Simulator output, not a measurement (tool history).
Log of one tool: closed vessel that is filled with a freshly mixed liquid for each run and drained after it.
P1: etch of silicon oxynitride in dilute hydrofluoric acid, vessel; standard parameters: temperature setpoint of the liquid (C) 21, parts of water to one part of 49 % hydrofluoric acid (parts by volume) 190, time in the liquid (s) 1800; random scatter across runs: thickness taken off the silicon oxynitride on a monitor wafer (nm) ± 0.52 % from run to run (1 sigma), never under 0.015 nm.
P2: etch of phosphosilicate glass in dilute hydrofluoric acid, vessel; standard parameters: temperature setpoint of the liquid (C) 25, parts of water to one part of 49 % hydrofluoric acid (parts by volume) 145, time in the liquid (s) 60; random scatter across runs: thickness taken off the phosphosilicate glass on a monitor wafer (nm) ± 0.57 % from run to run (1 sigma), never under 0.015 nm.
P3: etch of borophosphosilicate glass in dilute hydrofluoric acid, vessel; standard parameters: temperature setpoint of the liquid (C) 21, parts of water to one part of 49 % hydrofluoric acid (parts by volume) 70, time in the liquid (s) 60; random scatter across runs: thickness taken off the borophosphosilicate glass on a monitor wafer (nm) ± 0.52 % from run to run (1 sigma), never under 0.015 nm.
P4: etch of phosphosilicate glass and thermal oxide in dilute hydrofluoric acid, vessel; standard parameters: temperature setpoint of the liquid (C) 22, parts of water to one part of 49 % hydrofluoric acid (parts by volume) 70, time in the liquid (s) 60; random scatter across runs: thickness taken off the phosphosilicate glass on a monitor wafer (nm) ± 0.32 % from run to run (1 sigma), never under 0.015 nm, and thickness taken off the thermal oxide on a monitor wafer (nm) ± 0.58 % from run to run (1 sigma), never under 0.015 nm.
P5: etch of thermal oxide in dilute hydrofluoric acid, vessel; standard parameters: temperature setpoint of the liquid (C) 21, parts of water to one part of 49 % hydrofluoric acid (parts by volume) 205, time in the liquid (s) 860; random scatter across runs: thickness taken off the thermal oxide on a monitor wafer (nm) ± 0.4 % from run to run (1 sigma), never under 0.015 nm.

run,hour,process that ran,temperature setpoint of the liquid (C),parts of water to one part of 49 % hydrofluoric acid (parts by volume),time in the liquid (s),hours since the thermometer was replaced,hours since the hydrofluoric acid flow meter was replaced,thickness taken off the silicon oxynitride on a monitor wafer (nm),thickness taken off the phosphosilicate glass on a monitor wafer (nm),thickness taken off the thermal oxide on a monitor wafer (nm),thickness taken off the borophosphosilicate glass on a monitor wafer (nm)
1,7,P1,21,190,1800,186.1,1136.9,15.082,,,
2,12.1,P1,21,190,620,191.2,1142,5.1684,,,
3,18.9,P4,22,70,110,198,1148.8,,105.33,7.412,
4,26,P2,25,145,60,205.1,1155.9,,30.118,,
5,31.8,P5,17,205,860,210.9,1161.7,,,13.929,
6,39.2,P4,22,20,60,218.3,1169.1,,213.35,15.084,
7,45.9,P2,25,145,100,225,1175.8,,49.396,,
8,51.2,P3,17,70,60,230.3,1181.1,,,,32.855
9,56,P3,21,110,60,235.1,1185.9,,,,23.87
10,63.1,P1,25.5,270,1800,242.2,1193,12.257,,,
11,67.3,P2,25,255,60,246.4,1197.2,,15.117,,
12,73.9,P4,17,70,60,253,1203.8,,46.851,3.2933,
13,77.5,P1,21,190,1800,256.6,1207.4,15.154,,,
14,85.6,P3,21,70,60,264.7,1215.5,,,,39.292
15,90.7,P4,22,70,60,269.8,1220.6,,57.701,4.0929,
16,96.4,P1,28.5,190,1800,275.5,1226.3,20.888,,,
17,100.8,P1,21,190,1800,279.9,1230.7,15.174,,,
18,104.4,P5,21,205,860,283.5,1234.3,,,16.283,
19,110.6,P1,21,190,1800,289.7,1240.5,15.083,,,
20,116.9,P1,21,190,1800,296,1246.8,15.16,,,
21,123.2,P5,21,85,860,302.3,1253.1,,,44.754,
22,129.1,P4,22,70,60,308.2,1259,,56.969,4.1168,
23,133.7,P2,25,145,60,312.8,1263.6,,30.023,,
24,140.8,P1,17,190,1800,319.9,1270.7,12.442,,,
25,145.3,P1,21,70,1800,324.4,1275.2,44.71,,,
26,152.4,P1,21,340,1800,331.5,1282.3,7.6647,,,
27,157.7,P1,21,190,1800,336.8,1287.6,15.07,,,
28,163.4,P3,21,70,30,342.5,1293.3,,,,19.589
29,168.7,P1,21,190,2705,347.8,1298.6,22.494,,,
30,176.3,P2,29.5,145,60,355.4,1306.2,,35.396,,
# hour 183: hydrofluoric acid flow meter replaced
31,183.6,P5,21,205,1350,362.7,0.6,,,25.483,
32,191.5,P1,21,285,3250,370.6,8.5,17.232,,,
33,199.2,P3,21,70,60,378.3,16.2,,,,38.865
34,203.6,P1,21,190,1800,382.7,20.6,15.203,,,
35,208.5,P1,21,190,1800,387.6,25.5,15.609,,,
36,212.7,P1,21,190,1800,391.8,29.7,16.034,,,
37,220.5,P1,21,190,1800,399.6,37.5,16.338,,,
38,225.7,P1,21,190,1800,404.8,42.7,16.442,,,
39,229.6,P1,21,190,1800,408.7,46.6,16.492,,,
40,235.3,P1,21,190,1800,414.4,52.3,16.658,,,

P1 no longer gives what it gave before; its output has crept away from where it was. The following 2 causes, each at its listed size, fit the log equally well:
A: liquid hotter than its thermometer reads (K) = 1.98
B: hydrofluoric acid flow above the setpoint (%) = 8.38
The onset of the drift is placed at about hour 203.6.

Which of the check runs below tells the causes apart, meaning the causes would give it clearly different results? Each run uses 2 wafers whose results are averaged, and each result is shown as a question mark.
check 1,241,P5,17,110,860,,,,,?,
check 2,241,P2,25,250,60,,,,?,,
check 3,241,P3,17,100,60,,,,,,?
check 4,241,P4,22,50,95,,,,?,?,

Expected result of each check under each candidate cause:
check,result,if A,if B
check 1,thickness taken off the thermal oxide on a monitor wafer (nm),31.002,31.22
check 2,thickness taken off the phosphosilicate glass on a monitor wafer (nm),16.597,17.13
check 3,thickness taken off the borophosphosilicate glass on a monitor wafer (nm),24.28,24.42
check 4,thickness taken off the phosphosilicate glass on a monitor wafer (nm),141.71,142.18
check 4,thickness taken off the thermal oxide on a monitor wafer (nm),10.002,10.036
Per-check spread between the two closest causes, in the result where they differ most: check 1 0.7 %; check 2 3.16 %; check 3 0.57 %; check 4 0.33 %
Check 2 distinguishes between the causes, while the remaining checks would return nearly the same result for all of them.

Then check 2 was run and gave: thickness taken off the phosphosilicate glass on a monitor wafer (nm) 16.598. Which cause is it?

It is A: liquid hotter than its thermometer reads (K).
